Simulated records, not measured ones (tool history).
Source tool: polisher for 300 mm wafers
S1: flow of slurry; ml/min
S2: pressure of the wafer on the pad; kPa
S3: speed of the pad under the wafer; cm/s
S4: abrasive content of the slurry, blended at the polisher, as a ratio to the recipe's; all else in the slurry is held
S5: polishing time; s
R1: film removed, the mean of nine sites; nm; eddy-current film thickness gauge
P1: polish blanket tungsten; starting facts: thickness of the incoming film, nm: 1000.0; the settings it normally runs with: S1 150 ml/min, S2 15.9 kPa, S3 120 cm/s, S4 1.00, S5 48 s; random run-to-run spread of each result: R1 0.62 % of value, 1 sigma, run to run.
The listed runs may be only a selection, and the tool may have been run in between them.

run,day,S1,S2,S3,S4,S5,R1
1,0.421,150,15.9,120,1.00,48,157.740
2,0.875,150,9.7,120,1.00,48,94.987
3,1.317,150,15.9,120,0.50,48,134.980
4,1.646,150,15.9,170,1.00,48,224.290
5,1.862,150,15.9,120,1.00,48,156.340
6,2.150,210,22.1,120,1.00,48,230.150
7,2.604,150,15.9,74,0.75,48,91.115
8,2.875,150,15.9,120,1.00,24,78.792
9,3.162,150,15.9,120,1.00,48,157.380
10,3.554,200,15.9,120,1.00,48,163.580
11,3.800,150,15.9,56,1.00,48,72.601
12,4.258,90,15.9,120,1.00,48,141.480
13,4.667,150,15.9,120,1.40,65,230.330
14,5.025,150,15.9,120,1.00,48,156.670
15,5.479,150,15.9,120,1.00,48,158.130
16,5.854,150,15.9,120,1.00,69,224.360
17,6.083,150,15.9,120,1.50,48,172.950
18,6.421,150,20.7,120,1.00,48,205.630
19,6.729,150,15.9,120,1.00,48,158.550
20,7.004,150,15.9,120,1.00,48,155.910
21,7.400,150,15.9,120,1.00,48,151.710
22,7.754,150,15.9,120,1.00,48,150.630
23,8.083,150,15.9,120,1.00,48,148.490
24,8.525,150,15.9,120,1.00,48,147.780
# day 8.658: head pressure recalibrated
25,8.958,150,15.9,120,1.00,48,147.770
# day 9.042: slurry blender recalibrated
# day 9.058: slurry tank refilled with fresh slurry and peroxide
26,9.371,150,15.9,120,1.00,48,148.700
27,9.792,150,15.9,120,1.00,48,145.880
28,10.129,150,15.9,120,1.00,48,145.970
29,10.496,150,15.9,120,1.00,48,146.850
30,10.921,150,15.9,120,1.00,48,145.660

What does the tool deliver on the next run?
31,11.238,150,15.9,120,1.00,48,?

{"run 31": {"R1": 144.93}}
